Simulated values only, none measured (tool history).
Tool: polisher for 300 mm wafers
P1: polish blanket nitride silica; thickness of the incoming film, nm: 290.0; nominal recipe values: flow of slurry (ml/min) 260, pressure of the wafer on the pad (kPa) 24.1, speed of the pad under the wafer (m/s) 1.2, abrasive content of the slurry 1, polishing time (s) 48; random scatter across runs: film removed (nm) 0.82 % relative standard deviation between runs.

run	hour	flow of slurry (ml/min)	pressure of the wafer on the pad (kPa)	speed of the pad under the wafer (m/s)	abrasive content of the slurry	polishing time (s)	wafers polished on this pad	hours since the slurry nozzle was cleaned	hours since the head pressure was calibrated	hours since the slurry blender was calibrated	hours since the conditioning disc was replaced	film removed (nm)
1	5.8	260	24.1	1.2	1	48	903	140.9	813.7	64.1	178.1	35.851
2	9.7	260	24.1	1.2	1	34	938	144.8	817.6	68	182	25.546
# hour 11.6: slurry nozzle cleaned
3	14	385	24.1	1.2	1.35	48	977	2.4	821.9	72.3	186.3	42.087
4	18.6	395	24.1	1.2	1	48	1018	7	826.5	76.9	190.9	36.898
5	23.7	260	24.1	1.2	1	48	1063	12.1	831.6	82	196	35.6
6	26.7	260	24.1	1.2	1.3	48	1090	15.1	834.6	85	199	40.276
7	31	155	24.1	1.2	1	48	1129	19.4	838.9	89.3	203.3	33.397
8	35.6	260	24.1	1.82	1	48	1170	24	843.5	93.9	207.9	48.832
9	38.9	260	24.1	1.2	1	48	1199	27.3	846.8	97.2	211.2	35.489
10	42	260	13.1	1.2	1	48	1227	30.4	849.9	100.3	214.3	19.544
11	46.1	260	36.5	1.2	1	48	1264	34.5	854	104.4	218.4	54.966
12	53	260	24.1	1.2	1	48	1326	41.4	860.9	111.3	225.3	35.376
13	58.3	260	24.1	1.2	0.6	48	1373	46.7	866.2	116.6	230.6	27.085
14	62.7	155	24.1	1.2	1.35	48	1412	51.1	870.6	121	235	37.746
15	68.1	260	24.1	0.54	1	48	1461	56.5	876	126.4	240.4	18.767

Run 16 is up next; what results do you expect?
16	73.5	260	24.1	1.2	1	71	1509	61.9	881.4	131.8	245.8	?

Run 16 produced film removed (nm) 53.637.
